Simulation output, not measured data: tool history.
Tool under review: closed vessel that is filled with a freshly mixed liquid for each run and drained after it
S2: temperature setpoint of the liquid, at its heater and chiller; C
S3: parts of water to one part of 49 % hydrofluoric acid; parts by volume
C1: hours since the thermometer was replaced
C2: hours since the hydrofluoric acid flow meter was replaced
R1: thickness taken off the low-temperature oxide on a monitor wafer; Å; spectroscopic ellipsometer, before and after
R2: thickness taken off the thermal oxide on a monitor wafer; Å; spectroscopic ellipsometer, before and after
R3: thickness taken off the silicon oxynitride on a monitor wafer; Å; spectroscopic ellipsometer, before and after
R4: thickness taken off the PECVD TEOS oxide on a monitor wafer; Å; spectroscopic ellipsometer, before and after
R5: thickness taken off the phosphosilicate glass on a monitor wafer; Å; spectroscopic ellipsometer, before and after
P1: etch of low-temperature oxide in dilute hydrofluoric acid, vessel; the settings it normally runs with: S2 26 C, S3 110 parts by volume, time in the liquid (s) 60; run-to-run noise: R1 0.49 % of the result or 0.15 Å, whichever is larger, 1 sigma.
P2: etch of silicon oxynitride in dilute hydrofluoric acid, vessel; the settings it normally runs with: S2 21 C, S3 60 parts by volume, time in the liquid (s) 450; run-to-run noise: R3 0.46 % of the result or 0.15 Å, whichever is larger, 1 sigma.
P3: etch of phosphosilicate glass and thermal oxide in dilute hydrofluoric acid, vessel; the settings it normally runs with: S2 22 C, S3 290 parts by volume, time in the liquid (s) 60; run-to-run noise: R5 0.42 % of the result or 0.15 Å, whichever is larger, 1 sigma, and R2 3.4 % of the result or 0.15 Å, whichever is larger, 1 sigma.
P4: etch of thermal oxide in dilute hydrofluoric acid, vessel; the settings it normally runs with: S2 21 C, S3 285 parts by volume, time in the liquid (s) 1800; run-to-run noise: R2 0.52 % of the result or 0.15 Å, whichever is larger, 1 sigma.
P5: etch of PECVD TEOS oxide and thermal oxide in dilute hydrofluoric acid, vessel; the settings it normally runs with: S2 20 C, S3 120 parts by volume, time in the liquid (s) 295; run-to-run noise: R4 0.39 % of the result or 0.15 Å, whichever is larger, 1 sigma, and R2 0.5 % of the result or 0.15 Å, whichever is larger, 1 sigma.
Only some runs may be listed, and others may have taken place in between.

run 1 day=0.121 | process_that_ran=P1 S2=26 S3=110 time_in_the_liquid_(s)=60 | C1=1065.2 C2=104.8 | R1=163.95
run 2 day=0.271 | process_that_ran=P1 S2=26 S3=190 time_in_the_liquid_(s)=60 | C1=1068.8 C2=108.4 | R1=85.791
run 3 day=0.371 | process_that_ran=P4 S2=21 S3=285 time_in_the_liquid_(s)=1800 | C1=1071.2 C2=110.8 | R2=228.84
run 4 day=0.546 | process_that_ran=P2 S2=21 S3=20 time_in_the_liquid_(s)=450 | C1=1075.4 C2=115 | R3=879.65
run 5 day=0.7 | process_that_ran=P1 S2=26 S3=110 time_in_the_liquid_(s)=60 | C1=1079.1 C2=118.7 | R1=163.15
run 6 day=0.9 | process_that_ran=P5 S2=20 S3=120 time_in_the_liquid_(s)=295 | C1=1083.9 C2=123.5 | R2=101.59 R4=342.27
run 7 day=1.096 | process_that_ran=P1 S2=26 S3=110 time_in_the_liquid_(s)=60 | C1=1088.6 C2=128.2 | R1=164.98
run 8 day=1.208 | process_that_ran=P1 S2=31 S3=110 time_in_the_liquid_(s)=60 | C1=1091.3 C2=130.9 | R1=199.38
run 9 day=1.325 | process_that_ran=P5 S2=20 S3=210 time_in_the_liquid_(s)=295 | C1=1094.1 C2=133.7 | R2=52.941 R4=177.59
run 10 day=1.446 | process_that_ran=P5 S2=20 S3=120 time_in_the_liquid_(s)=295 | C1=1097 C2=136.6 | R2=101.57 R4=344.29
run 11 day=1.583 | process_that_ran=P4 S2=21 S3=285 time_in_the_liquid_(s)=155 | C1=1100.3 C2=139.9 | R2=19.821
run 12 day=1.738 | process_that_ran=P1 S2=26 S3=45 time_in_the_liquid_(s)=60 | C1=1104 C2=143.6 | R1=438.11
run 13 day=1.942 | process_that_ran=P2 S2=17 S3=60 time_in_the_liquid_(s)=450 | C1=1108.9 C2=148.5 | R3=235.62
run 14 day=2.083 | process_that_ran=P1 S2=26 S3=110 time_in_the_liquid_(s)=30 | C1=1112.3 C2=151.9 | R1=81.874
run 15 day=2.296 | process_that_ran=P1 S2=26 S3=110 time_in_the_liquid_(s)=60 | C1=1117.4 C2=157 | R1=163.55
run 16 day=2.512 | process_that_ran=P1 S2=18 S3=110 time_in_the_liquid_(s)=60 | C1=1122.6 C2=162.2 | R1=118.76
run 17 day=2.612 | process_that_ran=P2 S2=21 S3=60 time_in_the_liquid_(s)=450 | C1=1125 C2=164.6 | R3=285.52
run 18 day=2.725 | process_that_ran=P1 S2=33 S3=110 time_in_the_liquid_(s)=30 | C1=1127.7 C2=167.3 | R1=106.57
run 19 day=2.858 | process_that_ran=P1 S2=26 S3=110 time_in_the_liquid_(s)=60 | C1=1130.9 C2=170.5 | R1=163.86
run 20 day=2.979 | process_that_ran=P3 S2=22 S3=290 time_in_the_liquid_(s)=60 | C1=1133.8 C2=173.4 | R2=7.293 R5=242.89
run 21 day=3.167 | process_that_ran=P1 S2=26 S3=190 time_in_the_liquid_(s)=30 | C1=1138.3 C2=177.9 | R1=43.19
run 22 day=3.296 | process_that_ran=P4 S2=17 S3=285 time_in_the_liquid_(s)=1800 | C1=1141.4 C2=181 | R2=197.31
run 23 day=3.512 | process_that_ran=P5 S2=17 S3=120 time_in_the_liquid_(s)=295 | C1=1146.6 C2=186.2 | R2=89.727 R4=306.19
run 24 day=3.642 | process_that_ran=P2 S2=21 S3=60 time_in_the_liquid_(s)=820 | C1=1149.7 C2=189.3 | R3=519.9
run 25 day=3.846 | process_that_ran=P3 S2=26 S3=290 time_in_the_liquid_(s)=60 | C1=1154.6 C2=194.2 | R2=8.1286 R5=279.08
run 26 day=3.979 | process_that_ran=P1 S2=26 S3=110 time_in_the_liquid_(s)=90 | C1=1157.8 C2=197.4 | R1=244.29
run 27 day=4.15 | process_that_ran=P5 S2=20 S3=120 time_in_the_liquid_(s)=30 | C1=1161.9 C2=201.5 | R2=10.361 R4=35.104

Run 28 is up next; what results do you expect?
run 28 day=4.367 | process_that_ran=P3 S2=22 S3=65 time_in_the_liquid_(s)=60 | C1=1167.1 C2=206.7 | R2=? R5=?

R2: 39.104 Å
R5: 1375.3 Å
